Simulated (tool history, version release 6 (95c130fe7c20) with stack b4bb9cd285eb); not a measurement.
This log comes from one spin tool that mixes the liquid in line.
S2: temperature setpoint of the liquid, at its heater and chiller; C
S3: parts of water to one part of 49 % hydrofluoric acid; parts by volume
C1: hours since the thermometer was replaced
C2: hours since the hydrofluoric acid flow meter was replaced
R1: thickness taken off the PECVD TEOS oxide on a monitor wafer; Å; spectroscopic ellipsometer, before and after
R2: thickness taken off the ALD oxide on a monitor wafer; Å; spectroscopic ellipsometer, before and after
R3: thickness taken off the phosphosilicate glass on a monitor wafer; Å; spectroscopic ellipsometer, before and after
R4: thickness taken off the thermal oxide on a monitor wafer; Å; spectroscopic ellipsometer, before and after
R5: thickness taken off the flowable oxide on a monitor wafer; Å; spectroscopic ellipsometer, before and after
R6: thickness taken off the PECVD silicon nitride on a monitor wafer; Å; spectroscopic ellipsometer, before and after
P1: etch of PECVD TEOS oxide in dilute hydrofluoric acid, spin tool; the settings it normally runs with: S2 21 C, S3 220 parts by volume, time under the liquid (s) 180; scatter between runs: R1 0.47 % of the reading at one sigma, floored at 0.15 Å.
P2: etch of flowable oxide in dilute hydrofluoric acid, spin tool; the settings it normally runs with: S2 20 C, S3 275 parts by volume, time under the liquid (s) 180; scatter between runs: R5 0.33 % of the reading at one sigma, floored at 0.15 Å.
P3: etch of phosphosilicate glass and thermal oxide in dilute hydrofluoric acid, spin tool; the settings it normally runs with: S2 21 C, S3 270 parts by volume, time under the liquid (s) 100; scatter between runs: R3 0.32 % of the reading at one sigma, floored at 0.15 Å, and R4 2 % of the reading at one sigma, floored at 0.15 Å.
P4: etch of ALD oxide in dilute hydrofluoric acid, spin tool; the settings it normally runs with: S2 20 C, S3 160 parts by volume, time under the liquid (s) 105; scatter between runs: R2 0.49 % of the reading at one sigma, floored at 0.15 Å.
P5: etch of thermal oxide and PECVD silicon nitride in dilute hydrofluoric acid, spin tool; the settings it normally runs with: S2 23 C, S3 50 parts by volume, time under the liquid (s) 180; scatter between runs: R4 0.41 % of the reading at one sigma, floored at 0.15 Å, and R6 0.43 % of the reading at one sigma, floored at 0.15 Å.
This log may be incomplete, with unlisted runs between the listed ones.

{"run": 1, "day": 0.296, "process that ran": "P1", "S2": 21, "S3": 220, "time under the liquid (s)": 180, "C1": 324.2, "C2": 165.8, "R1": 110.28}
{"run": 2, "day": 0.962, "process that ran": "P1", "S2": 21, "S3": 220, "time under the liquid (s)": 180, "C1": 340.2, "C2": 181.8, "R1": 110.34}
{"run": 3, "day": 1.592, "process that ran": "P4", "S2": 20, "S3": 240, "time under the liquid (s)": 105, "C1": 355.3, "C2": 196.9, "R2": 51.014}
{"run": 4, "day": 2.071, "process that ran": "P1", "S2": 17, "S3": 220, "time under the liquid (s)": 180, "C1": 366.8, "C2": 208.4, "R1": 95.511}
{"run": 5, "day": 2.429, "process that ran": "P1", "S2": 21, "S3": 110, "time under the liquid (s)": 180, "C1": 375.4, "C2": 217, "R1": 246.8}
{"run": 6, "day": 2.746, "process that ran": "P1", "S2": 21, "S3": 220, "time under the liquid (s)": 180, "C1": 383, "C2": 224.6, "R1": 110.12}
{"run": 7, "day": 3.258, "process that ran": "P1", "S2": 21, "S3": 70, "time under the liquid (s)": 40, "C1": 395.3, "C2": 236.9, "R1": 90.612}
{"run": 8, "day": 3.862, "process that ran": "P3", "S2": 21, "S3": 120, "time under the liquid (s)": 100, "C1": 409.8, "C2": 251.4, "R3": 684.45, "R4": 32.107}
{"run": 9, "day": 4.354, "process that ran": "P2", "S2": 20, "S3": 275, "time under the liquid (s)": 180, "C1": 421.6, "C2": 263.2, "R5": 256.56}
{"run": 10, "day": 4.708, "process that ran": "P1", "S2": 21, "S3": 220, "time under the liquid (s)": 15, "C1": 430.1, "C2": 271.7, "R1": 9.1947}
{"run": 11, "day": 5.283, "process that ran": "P4", "S2": 25, "S3": 160, "time under the liquid (s)": 105, "C1": 443.9, "C2": 285.5, "R2": 100.62}
{"run": 12, "day": 5.579, "process that ran": "P2", "S2": 20, "S3": 275, "time under the liquid (s)": 350, "C1": 451, "C2": 292.6, "R5": 500.54}
{"run": 13, "day": 6.238, "process that ran": "P1", "S2": 26.5, "S3": 220, "time under the liquid (s)": 180, "C1": 466.8, "C2": 308.4, "R1": 134.86}
{"run": 14, "day": 6.904, "process that ran": "P5", "S2": 23, "S3": 80, "time under the liquid (s)": 180, "C1": 482.8, "C2": 324.4, "R4": 102.62, "R6": 70.019}
{"run": 15, "day": 7.333, "process that ran": "P4", "S2": 20, "S3": 160, "time under the liquid (s)": 105, "C1": 493.1, "C2": 334.7, "R2": 82.897}
{"run": 16, "day": 7.642, "process that ran": "P2", "S2": 24, "S3": 275, "time under the liquid (s)": 180, "C1": 500.5, "C2": 342.1, "R5": 298.7}
{"run": 17, "day": 8.267, "process that ran": "P2", "S2": 20, "S3": 275, "time under the liquid (s)": 180, "C1": 515.5, "C2": 357.1, "R5": 256.81}
{"run": 18, "day": 8.921, "process that ran": "P1", "S2": 21, "S3": 220, "time under the liquid (s)": 180, "C1": 531.2, "C2": 372.8, "R1": 110.14}
{"run": 19, "day": 9.446, "process that ran": "P1", "S2": 21, "S3": 390, "time under the liquid (s)": 270, "C1": 543.8, "C2": 385.4, "R1": 80.764}
{"run": 20, "day": 10.021, "process that ran": "P1", "S2": 21, "S3": 330, "time under the liquid (s)": 180, "C1": 557.6, "C2": 399.2, "R1": 66.666}
{"run": 21, "day": 10.479, "process that ran": "P5", "S2": 23, "S3": 50, "time under the liquid (s)": 180, "C1": 568.6, "C2": 410.2, "R4": 170.89, "R6": 111.58}
{"run": 22, "day": 10.817, "process that ran": "P5", "S2": 23, "S3": 50, "time under the liquid (s)": 180, "C1": 576.7, "C2": 418.3, "R4": 170.69, "R6": 111.01}
{"run": 23, "day": 11.446, "process that ran": "P1", "S2": 21, "S3": 220, "time under the liquid (s)": 180, "C1": 591.8, "C2": 433.4, "R1": 110.36}
{"run": 24, "day": 12.088, "process that ran": "P3", "S2": 21, "S3": 270, "time under the liquid (s)": 165, "C1": 607.2, "C2": 448.8, "R3": 432.89, "R4": 20.502}
{"run": 25, "day": 12.704, "process that ran": "P2", "S2": 20, "S3": 105, "time under the liquid (s)": 180, "C1": 622, "C2": 463.6, "R5": 797.15}
{"run": 26, "day": 13.388, "process that ran": "P5", "S2": 23, "S3": 50, "time under the liquid (s)": 290, "C1": 638.4, "C2": 480, "R4": 274.16, "R6": 179.22}
{"run": 27, "day": 13.771, "process that ran": "P5", "S2": 30, "S3": 50, "time under the liquid (s)": 180, "C1": 647.6, "C2": 489.2, "R4": 226.2, "R6": 177.3}
{"run": 28, "day": 14.092, "process that ran": "P3", "S2": 21, "S3": 270, "time under the liquid (s)": 100, "C1": 655.3, "C2": 496.9, "R3": 262.62, "R4": 12.432}
{"run": 29, "day": 14.392, "process that ran": "P3", "S2": 17, "S3": 270, "time under the liquid (s)": 100, "C1": 662.5, "C2": 504.1, "R3": 226.24, "R4": 10.86}
{"run": 30, "day": 14.896, "process that ran": "P1", "S2": 21, "S3": 50, "time under the liquid (s)": 100, "C1": 674.6, "C2": 516.2, "R1": 325.6}
{"run": 31, "day": 15.292, "process that ran": "P1", "S2": 21, "S3": 220, "time under the liquid (s)": 260, "C1": 684.1, "C2": 525.7, "R1": 159.1}
{"run": 32, "day": 15.938, "process that ran": "P4", "S2": 20, "S3": 160, "time under the liquid (s)": 180, "C1": 699.6, "C2": 541.2, "R2": 142.46}
{"run": 33, "day": 16.412, "process that ran": "P1", "S2": 21, "S3": 220, "time under the liquid (s)": 180, "C1": 711, "C2": 552.6, "R1": 110.11}
{"run": 34, "day": 17.083, "process that ran": "P1", "S2": 21, "S3": 220, "time under the liquid (s)": 180, "C1": 727.1, "C2": 568.7, "R1": 105.31}
{"run": 35, "day": 17.662, "process that ran": "P1", "S2": 21, "S3": 220, "time under the liquid (s)": 180, "C1": 741, "C2": 582.6, "R1": 103.66}
{"run": 36, "day": 18.275, "process that ran": "P1", "S2": 21, "S3": 220, "time under the liquid (s)": 180, "C1": 755.7, "C2": 597.3, "R1": 103.03}
{"run": 37, "day": 18.708, "process that ran": "P1", "S2": 21, "S3": 220, "time under the liquid (s)": 180, "C1": 766.1, "C2": 607.7, "R1": 101.72}
{"run": 38, "day": 19.304, "process that ran": "P1", "S2": 21, "S3": 220, "time under the liquid (s)": 180, "C1": 780.4, "C2": 622, "R1": 100.9}
{"run": 39, "day": 19.762, "process that ran": "P1", "S2": 21, "S3": 220, "time under the liquid (s)": 180, "C1": 791.4, "C2": 633, "R1": 101.07}
{"run": 40, "day": 20.083, "process that ran": "P1", "S2": 21, "S3": 220, "time under the liquid (s)": 180, "C1": 799.1, "C2": 640.7, "R1": 100.58}
{"run": 41, "day": 20.508, "process that ran": "P1", "S2": 21, "S3": 220, "time under the liquid (s)": 180, "C1": 809.3, "C2": 650.9, "R1": 101.25}
{"run": 42, "day": 20.975, "process that ran": "P1", "S2": 21, "S3": 220, "time under the liquid (s)": 180, "C1": 820.5, "C2": 662.1, "R1": 100.49}

The log shows P1 creeping away from where it was. Any of the 2 causes listed here, at the size stated for it, fits the log just as well as the others:
A: liquid colder than its thermometer reads (K) = 2.35
B: hydrofluoric acid flow below the setpoint (%) = 7.08
The drift started at roughly day 16.412.

Of the 4 check runs listed below, each run on one wafer and each result written as a question mark, which would let you distinguish the listed causes because they would give clearly different results?
{"run": "check 1", "day": 21.442, "process that ran": "P5", "S2": 23, "S3": 50, "time under the liquid (s)": 180, "R4": "?", "R6": "?"}
{"run": "check 2", "day": 21.442, "process that ran": "P3", "S2": 21, "S3": 270, "time under the liquid (s)": 100, "R3": "?", "R4": "?"}
{"run": "check 3", "day": 21.442, "process that ran": "P4", "S2": 20, "S3": 160, "time under the liquid (s)": 105, "R2": "?"}
{"run": "check 4", "day": 21.442, "process that ran": "P2", "S2": 20, "S3": 275, "time under the liquid (s)": 180, "R5": "?"}

How each check would come out, cause by cause:
check=check_1 result=R4 if_A=154.63 if_B=157.76
check=check_1 result=R6 if_A=94.449 if_B=103.27
check=check_2 result=R3 if_A=239.62 if_B=238.39
check=check_2 result=R4 if_A=11.453 if_B=11.394
check=check_3 result=R2 if_A=75.317 if_B=75.937
check=check_4 result=R5 if_A=235.19 if_B=234.21
Per check, the gap between the least separated pair of causes, taken in the result that splits them most: check 1 8.93 %; check 2 0.51 %; check 3 0.82 %; check 4 0.42 %
The causes can be told apart only by check 1. The other checks would give nearly the same results under each of them.

After running check 1, the following was obtained: R4 157.88 Å; R6 103.24 Å. Which cause does this point to?

Of the candidate causes, it is B: hydrofluoric acid flow below the setpoint (%).

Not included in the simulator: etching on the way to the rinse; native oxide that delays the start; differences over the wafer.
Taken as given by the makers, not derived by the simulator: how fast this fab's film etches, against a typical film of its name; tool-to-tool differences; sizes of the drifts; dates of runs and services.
